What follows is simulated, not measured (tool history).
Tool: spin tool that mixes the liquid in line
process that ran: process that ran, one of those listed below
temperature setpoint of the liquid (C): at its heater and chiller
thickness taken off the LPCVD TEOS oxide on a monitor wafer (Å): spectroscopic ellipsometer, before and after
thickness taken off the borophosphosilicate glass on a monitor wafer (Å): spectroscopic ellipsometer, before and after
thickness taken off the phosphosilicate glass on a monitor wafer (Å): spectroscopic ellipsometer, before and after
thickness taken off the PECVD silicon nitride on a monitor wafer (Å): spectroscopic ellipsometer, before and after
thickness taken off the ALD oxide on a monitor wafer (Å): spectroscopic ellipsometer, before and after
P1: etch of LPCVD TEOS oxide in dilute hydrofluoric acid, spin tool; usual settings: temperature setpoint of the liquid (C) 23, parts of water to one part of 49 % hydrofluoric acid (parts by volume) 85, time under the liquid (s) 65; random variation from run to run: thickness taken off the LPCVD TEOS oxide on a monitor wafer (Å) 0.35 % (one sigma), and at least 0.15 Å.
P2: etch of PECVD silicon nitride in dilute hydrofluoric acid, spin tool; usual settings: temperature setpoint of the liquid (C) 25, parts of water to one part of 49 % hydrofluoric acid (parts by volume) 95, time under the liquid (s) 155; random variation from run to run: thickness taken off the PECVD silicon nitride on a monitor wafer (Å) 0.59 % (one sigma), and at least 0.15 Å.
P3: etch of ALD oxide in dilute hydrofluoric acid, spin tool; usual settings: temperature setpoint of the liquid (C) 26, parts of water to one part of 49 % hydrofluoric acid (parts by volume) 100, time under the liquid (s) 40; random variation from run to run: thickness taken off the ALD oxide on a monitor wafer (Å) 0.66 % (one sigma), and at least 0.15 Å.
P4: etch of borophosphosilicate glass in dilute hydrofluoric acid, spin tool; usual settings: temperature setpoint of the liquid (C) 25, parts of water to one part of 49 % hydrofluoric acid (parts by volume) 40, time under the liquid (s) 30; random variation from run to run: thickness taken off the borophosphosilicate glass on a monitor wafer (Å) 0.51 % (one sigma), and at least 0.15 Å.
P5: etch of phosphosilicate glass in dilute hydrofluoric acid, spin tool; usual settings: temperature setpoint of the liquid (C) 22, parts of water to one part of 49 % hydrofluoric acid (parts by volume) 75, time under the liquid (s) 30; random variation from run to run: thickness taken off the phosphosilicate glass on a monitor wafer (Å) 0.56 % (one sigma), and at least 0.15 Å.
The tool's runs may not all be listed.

run,hour,process that ran,temperature setpoint of the liquid (C),parts of water to one part of 49 % hydrofluoric acid (parts by volume),time under the liquid (s),thickness taken off the LPCVD TEOS oxide on a monitor wafer (Å),thickness taken off the borophosphosilicate glass on a monitor wafer (Å),thickness taken off the phosphosilicate glass on a monitor wafer (Å),thickness taken off the PECVD silicon nitride on a monitor wafer (Å),thickness taken off the ALD oxide on a monitor wafer (Å)
1,11,P1,23,85,65,129.25,,,,
2,18.2,P4,25,40,30,,530.17,,,
3,24.6,P5,22,140,30,,,194.33,,
4,31.2,P1,23,85,35,69.621,,,,
5,37.3,P1,23,85,65,130.04,,,,
6,42.6,P1,23,40,65,292.08,,,,
7,50.8,P2,25,45,155,,,,130.96,
8,56.7,P1,23,85,65,128.72,,,,
9,67.5,P5,22,75,30,,,393.73,,
10,76.3,P5,22,75,55,,,712.5,,
11,84.5,P1,23,35,110,568.61,,,,
12,93.4,P3,26,50,40,,,,,89.463
13,99.2,P1,29,85,65,163.36,,,,
14,105.9,P1,23,85,65,129.38,,,,
15,115.6,P5,17,75,30,,,315.03,,
16,123.2,P1,27,85,120,279.64,,,,
17,133.8,P4,25,60,30,,347.61,,,
18,139.9,P1,23,85,65,129.35,,,,
19,148.6,P3,26,100,20,,,,,20.941
20,156.4,P3,26,100,40,,,,,41.653
21,164.1,P2,25,95,155,,,,63.336,
22,174.7,P2,25,95,45,,,,18.291,
23,183.8,P4,18,40,30,,395.44,,,
24,189.7,P1,23,85,65,129.9,,,,
25,196.6,P1,17,85,65,100.9,,,,
26,202.1,P4,25,40,30,,529.5,,,
27,210.7,P1,23,145,65,70.906,,,,
28,217.5,P1,23,85,115,229.04,,,,
29,227.2,P2,31,95,155,,,,93.306,
30,237.5,P4,25,40,15,,266.31,,,
31,247.9,P3,18,100,40,,,,,30.039
32,253,P1,29,35,65,430.33,,,,
33,262.5,P1,23,85,65,129.34,,,,
34,271.2,P2,25,95,155,,,,62.988,
35,281.9,P1,23,85,65,129.66,,,,
36,291.3,P1,23,85,65,122.97,,,,
37,296.4,P1,23,85,65,122.07,,,,
38,304.1,P1,23,85,65,120.59,,,,
39,310.6,P1,23,85,65,120.45,,,,
40,316.2,P1,23,85,65,119.23,,,,
41,326,P1,23,85,65,119.24,,,,

What P1 gives has crept away from where it was. These 2 causes fit the log equally well, each at the size given:
A: hydrofluoric acid flow below the setpoint (%) = 7.03
B: liquid colder than its thermometer reads (K) = 1.99
The creep began at about hour 281.9.

4 check runs are offered, one wafer each, their results left as question marks. Which one tells the causes apart?
check 1,335.8,P4,25,40,30,,?,,,
check 2,335.8,P2,25,95,155,,,,?,
check 3,335.8,P3,26,100,40,,,,,?
check 4,335.8,P5,22,75,30,,,?,,

What each check would give under each cause:
check,result,if A,if B
check 1,thickness taken off the borophosphosilicate glass on a monitor wafer (Å),494.86,492.08
check 2,thickness taken off the PECVD silicon nitride on a monitor wafer (Å),58.856,55.467
check 3,thickness taken off the ALD oxide on a monitor wafer (Å),38.304,38.475
check 4,thickness taken off the phosphosilicate glass on a monitor wafer (Å),361.59,360.64
How far apart the two closest causes lie, in the result that separates them most: check 1 0.56 %; check 2 5.93 %; check 3 0.44 %; check 4 0.26 %
Only check 2 tells the causes apart: in the others they would give nearly the same result.

Then check 2 was run and gave: thickness taken off the PECVD silicon nitride on a monitor wafer (Å) 55.446. Which cause is it?

It is B: liquid colder than its thermometer reads (K).
